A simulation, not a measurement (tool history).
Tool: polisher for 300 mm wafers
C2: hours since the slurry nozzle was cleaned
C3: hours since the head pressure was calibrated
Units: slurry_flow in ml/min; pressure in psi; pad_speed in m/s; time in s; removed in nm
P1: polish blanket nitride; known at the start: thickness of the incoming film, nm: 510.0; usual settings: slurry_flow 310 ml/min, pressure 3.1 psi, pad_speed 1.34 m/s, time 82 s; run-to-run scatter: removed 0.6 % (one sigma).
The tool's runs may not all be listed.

run 1 hour=2.5 | slurry_flow=310 pressure=3.1 pad_speed=1.34 time=82 | wafers_polished_on_this_pad=1126 C2=313.6 C3=428.2 | removed=143.130
run 2 hour=5.8 | slurry_flow=310 pressure=3.1 pad_speed=1.34 time=82 | wafers_polished_on_this_pad=1152 C2=316.9 C3=431.5 | removed=142.400
run 3 hour=10.3 | slurry_flow=310 pressure=1.9 pad_speed=1.98 time=82 | wafers_polished_on_this_pad=1188 C2=321.4 C3=436.0 | removed=118.670
run 4 hour=15.1 | slurry_flow=310 pressure=3.1 pad_speed=1.34 time=37 | wafers_polished_on_this_pad=1225 C2=326.2 C3=440.8 | removed=63.357
run 5 hour=18.2 | slurry_flow=185 pressure=2.1 pad_speed=1.34 time=82 | wafers_polished_on_this_pad=1249 C2=329.3 C3=443.9 | removed=90.252
run 6 hour=22.5 | slurry_flow=310 pressure=1.4 pad_speed=1.34 time=82 | wafers_polished_on_this_pad=1283 C2=333.6 C3=448.2 | removed=64.618
run 7 hour=25.8 | slurry_flow=310 pressure=3.1 pad_speed=1.00 time=82 | wafers_polished_on_this_pad=1309 C2=336.9 C3=451.5 | removed=112.770
run 8 hour=29.8 | slurry_flow=310 pressure=3.1 pad_speed=1.34 time=82 | wafers_polished_on_this_pad=1340 C2=340.9 C3=455.5 | removed=141.140
run 9 hour=34.3 | slurry_flow=310 pressure=3.1 pad_speed=1.34 time=107 | wafers_polished_on_this_pad=1375 C2=345.4 C3=460.0 | removed=184.360
run 10 hour=39.2 | slurry_flow=310 pressure=3.1 pad_speed=1.92 time=82 | wafers_polished_on_this_pad=1414 C2=350.3 C3=464.9 | removed=189.720
run 11 hour=42.1 | slurry_flow=445 pressure=3.1 pad_speed=1.34 time=82 | wafers_polished_on_this_pad=1437 C2=353.2 C3=467.8 | removed=144.890
run 12 hour=46.0 | slurry_flow=310 pressure=3.1 pad_speed=1.34 time=82 | wafers_polished_on_this_pad=1467 C2=357.1 C3=471.7 | removed=142.260
run 13 hour=48.8 | slurry_flow=480 pressure=3.1 pad_speed=1.64 time=82 | wafers_polished_on_this_pad=1489 C2=359.9 C3=474.5 | removed=169.920
run 14 hour=51.1 | slurry_flow=310 pressure=3.1 pad_speed=1.34 time=82 | wafers_polished_on_this_pad=1507 C2=362.2 C3=476.8 | removed=142.020
run 15 hour=54.5 | slurry_flow=310 pressure=3.1 pad_speed=1.34 time=82 | wafers_polished_on_this_pad=1534 C2=365.6 C3=480.2 | removed=140.790
run 16 hour=58.1 | slurry_flow=310 pressure=4.2 pad_speed=1.34 time=82 | wafers_polished_on_this_pad=1562 C2=369.2 C3=483.8 | removed=192.010
run 17 hour=60.2 | slurry_flow=185 pressure=3.1 pad_speed=1.34 time=82 | wafers_polished_on_this_pad=1578 C2=371.3 C3=485.9 | removed=134.220
run 18 hour=62.9 | slurry_flow=310 pressure=3.1 pad_speed=1.34 time=82 | wafers_polished_on_this_pad=1599 C2=374.0 C3=488.6 | removed=142.010
run 19 hour=65.4 | slurry_flow=310 pressure=3.1 pad_speed=1.34 time=82 | wafers_polished_on_this_pad=1619 C2=376.5 C3=491.1 | removed=140.990
run 20 hour=69.5 | slurry_flow=310 pressure=3.1 pad_speed=1.34 time=82 | wafers_polished_on_this_pad=1651 C2=380.6 C3=495.2 | removed=139.710
run 21 hour=72.4 | slurry_flow=310 pressure=3.1 pad_speed=1.34 time=82 | wafers_polished_on_this_pad=1674 C2=383.5 C3=498.1 | removed=137.250
run 22 hour=75.3 | slurry_flow=310 pressure=3.1 pad_speed=1.34 time=82 | wafers_polished_on_this_pad=1696 C2=386.4 C3=501.0 | removed=138.060
run 23 hour=78.9 | slurry_flow=310 pressure=3.1 pad_speed=1.34 time=82 | wafers_polished_on_this_pad=1725 C2=390.0 C3=504.6 | removed=135.870

The next listed run, before its measurement:
run 24 hour=82.4 | slurry_flow=310 pressure=3.1 pad_speed=1.34 time=82 | wafers_polished_on_this_pad=1752 C2=393.5 C3=508.1 | removed=?

{"run 24": {"removed": 137.59}}
